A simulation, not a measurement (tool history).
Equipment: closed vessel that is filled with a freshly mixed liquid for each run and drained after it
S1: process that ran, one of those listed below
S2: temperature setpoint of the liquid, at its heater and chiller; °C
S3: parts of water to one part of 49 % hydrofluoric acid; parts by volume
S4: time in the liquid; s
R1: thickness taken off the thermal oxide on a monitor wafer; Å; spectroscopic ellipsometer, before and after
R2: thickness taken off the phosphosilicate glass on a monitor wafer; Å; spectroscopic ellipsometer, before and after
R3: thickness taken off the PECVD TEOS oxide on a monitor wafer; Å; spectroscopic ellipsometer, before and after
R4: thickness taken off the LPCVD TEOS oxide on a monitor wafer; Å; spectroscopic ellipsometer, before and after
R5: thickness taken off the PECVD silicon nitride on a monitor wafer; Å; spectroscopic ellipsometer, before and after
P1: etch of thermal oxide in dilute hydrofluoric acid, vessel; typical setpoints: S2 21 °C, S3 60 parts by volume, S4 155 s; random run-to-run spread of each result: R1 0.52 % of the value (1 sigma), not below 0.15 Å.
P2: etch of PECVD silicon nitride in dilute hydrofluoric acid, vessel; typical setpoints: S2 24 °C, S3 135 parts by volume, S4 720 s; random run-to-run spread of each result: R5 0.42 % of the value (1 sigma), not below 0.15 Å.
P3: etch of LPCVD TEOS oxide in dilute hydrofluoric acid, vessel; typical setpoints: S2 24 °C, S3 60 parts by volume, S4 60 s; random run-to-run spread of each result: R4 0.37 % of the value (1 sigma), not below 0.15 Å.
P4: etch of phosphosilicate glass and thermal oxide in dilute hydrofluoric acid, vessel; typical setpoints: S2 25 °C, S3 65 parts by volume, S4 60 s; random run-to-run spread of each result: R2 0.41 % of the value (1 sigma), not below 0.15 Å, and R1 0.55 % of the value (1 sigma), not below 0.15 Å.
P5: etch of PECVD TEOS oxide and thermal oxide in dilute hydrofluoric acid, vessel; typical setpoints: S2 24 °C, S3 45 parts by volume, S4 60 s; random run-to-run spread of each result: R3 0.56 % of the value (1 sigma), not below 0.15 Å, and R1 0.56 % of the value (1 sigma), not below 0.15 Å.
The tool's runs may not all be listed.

Run 1, hour 11.4: S1 P1, S2 21 °C, S3 60 parts by volume, S4 155 s. Result: R1 112.310 Å.
Run 2, hour 25.0: S1 P4, S2 25 °C, S3 65 parts by volume, S4 60 s. Result: R1 47.303 Å, R2 1033.00 Å.
Run 3, hour 37.7: S1 P4, S2 25 °C, S3 25 parts by volume, S4 60 s. Result: R1 128.360 Å, R2 2849.60 Å.
Run 4, hour 52.1: S1 P4, S2 19 °C, S3 65 parts by volume, S4 60 s. Result: R1 36.772 Å, R2 810.05 Å.
Run 5, hour 62.3: S1 P1, S2 21 °C, S3 105 parts by volume, S4 30 s. Result: R1 11.727 Å.
Run 6, hour 72.7: S1 P1, S2 21 °C, S3 25 parts by volume, S4 155 s. Result: R1 282.240 Å.
Run 7, hour 87.2: S1 P1, S2 17 °C, S3 60 parts by volume, S4 155 s. Result: R1 96.214 Å.
Run 8, hour 97.6: S1 P5, S2 24 °C, S3 45 parts by volume, S4 60 s. Result: R1 64.504 Å, R3 231.35 Å.
Run 9, hour 108.0: S1 P1, S2 21 °C, S3 60 parts by volume, S4 155 s. Result: R1 113.250 Å.
Run 10, hour 121.3: S1 P5, S2 24 °C, S3 25 parts by volume, S4 60 s. Result: R1 117.970 Å, R3 425.19 Å.
Run 11, hour 133.0: S1 P1, S2 21 °C, S3 60 parts by volume, S4 30 s. Result: R1 21.768 Å.
Run 12, hour 147.0: S1 P1, S2 21 °C, S3 60 parts by volume, S4 155 s. Result: R1 112.870 Å.
Run 13, hour 160.8: S1 P3, S2 29 °C, S3 60 parts by volume, S4 60 s. Result: R4 316.92 Å.
Run 14, hour 168.8: S1 P1, S2 28 °C, S3 60 parts by volume, S4 155 s. Result: R1 150.400 Å.
Run 15, hour 179.1: S1 P4, S2 25 °C, S3 65 parts by volume, S4 30 s. Result: R1 23.251 Å, R2 522.26 Å.
Run 16, hour 192.9: S1 P1, S2 21 °C, S3 100 parts by volume, S4 155 s. Result: R1 64.803 Å.
Run 17, hour 199.4: S1 P3, S2 24 °C, S3 35 parts by volume, S4 60 s. Result: R4 455.91 Å.
Run 18, hour 211.9: S1 P5, S2 24 °C, S3 45 parts by volume, S4 30 s. Result: R1 32.092 Å, R3 114.77 Å.
Run 19, hour 225.6: S1 P2, S2 24 °C, S3 135 parts by volume, S4 720 s. Result: R5 302.79 Å.
Run 20, hour 234.5: S1 P1, S2 21 °C, S3 100 parts by volume, S4 225 s. Result: R1 93.976 Å.
Run 21, hour 244.9: S1 P2, S2 24 °C, S3 55 parts by volume, S4 720 s. Result: R5 735.68 Å.
Run 22, hour 259.6: S1 P5, S2 30 °C, S3 45 parts by volume, S4 60 s. Result: R1 81.851 Å, R3 291.17 Å.
Run 23, hour 268.6: S1 P1, S2 21 °C, S3 60 parts by volume, S4 155 s. Result: R1 114.220 Å.

Expected results for the next run?
Run 24, hour 281.4: S1 P3, S2 24 °C, S3 60 parts by volume, S4 60 s. Result: R4 ?.

{"run 24": {"R4": 258.91}}
